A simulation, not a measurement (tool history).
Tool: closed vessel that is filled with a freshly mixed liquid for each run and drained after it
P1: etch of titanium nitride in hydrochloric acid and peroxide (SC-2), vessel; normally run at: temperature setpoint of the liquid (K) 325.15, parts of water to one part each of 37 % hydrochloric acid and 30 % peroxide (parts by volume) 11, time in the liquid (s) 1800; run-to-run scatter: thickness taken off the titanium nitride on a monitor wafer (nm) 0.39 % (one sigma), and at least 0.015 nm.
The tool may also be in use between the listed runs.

run	hour	temperature setpoint of the liquid (K)	parts of water to one part each of 37 % hydrochloric acid and 30 % peroxide (parts by volume)	time in the liquid (s)	thickness taken off the titanium nitride on a monitor wafer (nm)
1	17.4	325.15	11	1800	32.015
2	32	314.15	11	3305	27.616
3	46	325.15	17	1800	21.909
4	55.2	325.15	11	95	1.6655
5	69.7	325.15	15.5	885	11.711
6	80.9	338.65	11	1800	74.529
7	94.8	332.65	19.5	1800	31.178
8	112.1	311.65	11	1800	12.742
9	122.6	325.15	11	1800	31.99
10	139.3	325.15	11	2725	48.494
11	155.9	325.15	11	1800	31.981
# hour 159.1: thermometer replaced
12	168.3	325.15	11	1800	31.833
13	183	325.15	4	1800	69.078
14	192	325.15	11	1800	31.854
15	203.5	325.15	11	1800	32.898
16	215	325.15	11	1800	33.784
17	229.7	325.15	11	1800	33.956
18	245.3	325.15	11	1800	34.636
19	254.7	325.15	11	1800	34.745
20	270.4	325.15	11	1800	34.855
21	279.4	325.15	11	1800	34.873
22	292.8	325.15	11	1800	34.96

Forecast run 23:
23	310.3	325.15	11	1800	?

Run 23 gave thickness taken off the titanium nitride on a monitor wafer (nm) 34.851.
